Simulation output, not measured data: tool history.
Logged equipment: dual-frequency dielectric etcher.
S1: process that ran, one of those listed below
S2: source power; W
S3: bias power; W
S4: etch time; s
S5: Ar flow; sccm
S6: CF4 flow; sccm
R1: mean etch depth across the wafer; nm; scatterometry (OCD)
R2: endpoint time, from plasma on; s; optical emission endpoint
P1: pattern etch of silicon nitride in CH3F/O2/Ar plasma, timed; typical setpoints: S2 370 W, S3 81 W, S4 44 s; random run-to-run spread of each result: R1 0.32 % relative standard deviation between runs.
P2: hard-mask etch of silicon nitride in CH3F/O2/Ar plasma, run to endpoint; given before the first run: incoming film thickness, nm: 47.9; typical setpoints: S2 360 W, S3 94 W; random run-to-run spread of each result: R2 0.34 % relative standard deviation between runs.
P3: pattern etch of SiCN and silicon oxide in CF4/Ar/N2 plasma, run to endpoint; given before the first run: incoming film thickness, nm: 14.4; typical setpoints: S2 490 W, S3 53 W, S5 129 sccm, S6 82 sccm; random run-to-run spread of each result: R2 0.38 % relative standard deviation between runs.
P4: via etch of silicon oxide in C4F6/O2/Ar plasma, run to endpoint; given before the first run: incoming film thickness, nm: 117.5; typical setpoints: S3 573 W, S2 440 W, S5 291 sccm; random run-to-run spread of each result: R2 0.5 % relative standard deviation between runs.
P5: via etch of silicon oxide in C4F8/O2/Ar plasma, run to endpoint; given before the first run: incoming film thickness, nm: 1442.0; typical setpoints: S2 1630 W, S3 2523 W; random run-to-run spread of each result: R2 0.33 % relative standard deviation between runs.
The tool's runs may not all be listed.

{"run": 1, "hour": 15.9, "S1": "P1", "S2": 370, "S3": 81, "S4": 44, "R1": 30.488}
{"run": 2, "hour": 30.1, "S1": "P2", "S2": 360, "S3": 94, "R2": 65.105}
{"run": 3, "hour": 39.7, "S1": "P1", "S2": 370, "S3": 61, "S4": 32.5, "R1": 20.434}
{"run": 4, "hour": 47.6, "S1": "P4", "S2": 440, "S3": 573, "S5": 384, "R2": 24.477}
{"run": 5, "hour": 63.0, "S1": "P3", "S2": 300, "S3": 53, "S5": 129, "S6": 82, "R2": 27.348}
{"run": 6, "hour": 73.0, "S1": "P1", "S2": 370, "S3": 81, "S4": 44, "R1": 30.399}
{"run": 7, "hour": 81.9, "S1": "P3", "S2": 490, "S3": 53, "S5": 129, "S6": 82, "R2": 17.578}
{"run": 8, "hour": 92.4, "S1": "P1", "S2": 370, "S3": 81, "S4": 61.5, "R1": 42.729}
{"run": 9, "hour": 103.7, "S1": "P2", "S2": 360, "S3": 128, "R2": 57.801}
{"run": 10, "hour": 110.7, "S1": "P5", "S2": 1010, "S3": 2523, "R2": 353.7}
{"run": 11, "hour": 119.9, "S1": "P5", "S2": 1630, "S3": 3451, "R2": 265.98}
{"run": 12, "hour": 133.0, "S1": "P1", "S2": 370, "S3": 53, "S4": 44, "R1": 26.429}
{"run": 13, "hour": 142.4, "S1": "P1", "S2": 490, "S3": 81, "S4": 44, "R1": 34.029}
{"run": 14, "hour": 153.4, "S1": "P1", "S2": 300, "S3": 81, "S4": 44, "R1": 28.079}
{"run": 15, "hour": 160.7, "S1": "P5", "S2": 1630, "S3": 2523, "R2": 292.18}
{"run": 16, "hour": 167.9, "S1": "P3", "S2": 490, "S3": 53, "S5": 129, "S6": 82, "R2": 17.606}
{"run": 17, "hour": 182.1, "S1": "P4", "S2": 440, "S3": 573, "S5": 291, "R2": 23.568}
{"run": 18, "hour": 192.7, "S1": "P3", "S2": 490, "S3": 53, "S5": 129, "S6": 65, "R2": 18.28}
{"run": 19, "hour": 203.0, "S1": "P4", "S2": 600, "S3": 573, "S5": 291, "R2": 21.122}
{"run": 20, "hour": 211.4, "S1": "P3", "S2": 490, "S3": 34, "S5": 129, "S6": 82, "R2": 20.222}
{"run": 21, "hour": 219.4, "S1": "P2", "S2": 230, "S3": 94, "R2": 76.729}
{"run": 22, "hour": 234.5, "S1": "P5", "S2": 1630, "S3": 2523, "R2": 292.54}
{"run": 23, "hour": 246.9, "S1": "P1", "S2": 370, "S3": 81, "S4": 29.5, "R1": 20.464}
{"run": 24, "hour": 260.1, "S1": "P1", "S2": 370, "S3": 81, "S4": 44, "R1": 30.654}
{"run": 25, "hour": 276.0, "S1": "P3", "S2": 490, "S3": 53, "S5": 76, "S6": 82, "R2": 16.367}
{"run": 26, "hour": 285.1, "S1": "P1", "S2": 370, "S3": 81, "S4": 44, "R1": 30.51}
{"run": 27, "hour": 296.8, "S1": "P4", "S2": 440, "S3": 755, "S5": 291, "R2": 21.38}
{"run": 28, "hour": 303.8, "S1": "P1", "S2": 480, "S3": 98, "S4": 44, "R1": 36.002}
{"run": 29, "hour": 312.1, "S1": "P1", "S2": 370, "S3": 98, "S4": 44, "R1": 32.45}
{"run": 30, "hour": 319.8, "S1": "P1", "S2": 370, "S3": 81, "S4": 44, "R1": 30.562}
{"run": 31, "hour": 334.3, "S1": "P1", "S2": 370, "S3": 81, "S4": 44, "R1": 30.366}
{"run": 32, "hour": 341.4, "S1": "P1", "S2": 370, "S3": 81, "S4": 44, "R1": 30.186}
{"run": 33, "hour": 356.8, "S1": "P1", "S2": 370, "S3": 81, "S4": 44, "R1": 30.102}

What does the tool deliver on the next run?
{"run": 34, "hour": 366.4, "S1": "P1", "S2": 370, "S3": 81, "S4": 44, "R1": "?"}

Run 34 came out at R1 29.907 nm.
